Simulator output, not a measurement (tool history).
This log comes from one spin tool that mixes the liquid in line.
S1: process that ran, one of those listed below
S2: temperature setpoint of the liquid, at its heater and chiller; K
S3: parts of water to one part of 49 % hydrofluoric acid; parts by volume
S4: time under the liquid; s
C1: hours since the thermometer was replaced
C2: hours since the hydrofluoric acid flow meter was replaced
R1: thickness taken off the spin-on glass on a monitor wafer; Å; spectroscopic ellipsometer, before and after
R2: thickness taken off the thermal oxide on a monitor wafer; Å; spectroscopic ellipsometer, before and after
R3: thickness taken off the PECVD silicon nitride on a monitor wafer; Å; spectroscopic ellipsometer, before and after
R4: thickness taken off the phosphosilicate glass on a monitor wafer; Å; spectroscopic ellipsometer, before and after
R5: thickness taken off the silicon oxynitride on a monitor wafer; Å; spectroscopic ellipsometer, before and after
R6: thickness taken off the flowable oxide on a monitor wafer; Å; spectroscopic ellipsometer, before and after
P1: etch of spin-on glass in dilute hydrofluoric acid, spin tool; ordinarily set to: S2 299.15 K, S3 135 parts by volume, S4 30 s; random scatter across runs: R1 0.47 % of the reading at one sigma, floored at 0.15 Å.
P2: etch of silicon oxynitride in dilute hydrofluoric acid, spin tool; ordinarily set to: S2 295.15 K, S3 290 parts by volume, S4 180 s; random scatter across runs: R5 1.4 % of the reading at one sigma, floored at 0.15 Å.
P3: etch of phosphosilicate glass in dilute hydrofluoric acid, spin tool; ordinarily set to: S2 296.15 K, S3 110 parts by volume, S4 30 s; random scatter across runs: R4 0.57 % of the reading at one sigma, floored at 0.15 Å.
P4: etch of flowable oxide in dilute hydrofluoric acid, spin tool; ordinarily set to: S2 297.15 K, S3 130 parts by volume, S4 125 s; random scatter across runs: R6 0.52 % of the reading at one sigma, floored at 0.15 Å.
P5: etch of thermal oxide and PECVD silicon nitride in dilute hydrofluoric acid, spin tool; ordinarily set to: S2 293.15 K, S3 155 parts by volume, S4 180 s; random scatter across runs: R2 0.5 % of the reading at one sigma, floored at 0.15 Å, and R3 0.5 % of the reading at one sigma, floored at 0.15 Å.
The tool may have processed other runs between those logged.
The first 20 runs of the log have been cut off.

run   hour  S1      S2   S3   S4      C1     C2      R1  R2  R3      R4      R5      R6
 21  170.1  P4  297.15  130   30    1462  142.5                                  73.119
 22  176.8  P2  295.15  290  180  1468.7  149.2                          17.459
 23  182.6  P2  295.15  465  180  1474.5    155                          9.7499
 24  193.7  P1  305.65  135   30  1485.6  166.1  93.379
 25  203.2  P4  297.15  130  125  1495.1  175.6                                  305.02
 26  210.3  P4  297.15  195  125  1502.2  182.7                                   186.8
 27  216.9  P2  295.15  290  180  1508.8  189.3                          17.554
 28  227.8  P1  299.15  135   55  1519.7  200.2  135.18
 29  237.6  P3  296.15  110   30  1529.5    210                  158.77
 30  245.4  P1  299.15  135   15  1537.3  217.8  37.094
 31  256.1  P1  299.15  135   30    1548  228.5  72.922
 32  263.3  P1  299.15  135   30  1555.2  235.7   75.21
 33  273.9  P1  299.15  135   30  1565.8  246.3   76.74

Run 34, settings as shown, results not yet in. Your forecast:
 34  283.1  P1  299.15  135  30  1575  255.5   ?

R1: 78.189 Å

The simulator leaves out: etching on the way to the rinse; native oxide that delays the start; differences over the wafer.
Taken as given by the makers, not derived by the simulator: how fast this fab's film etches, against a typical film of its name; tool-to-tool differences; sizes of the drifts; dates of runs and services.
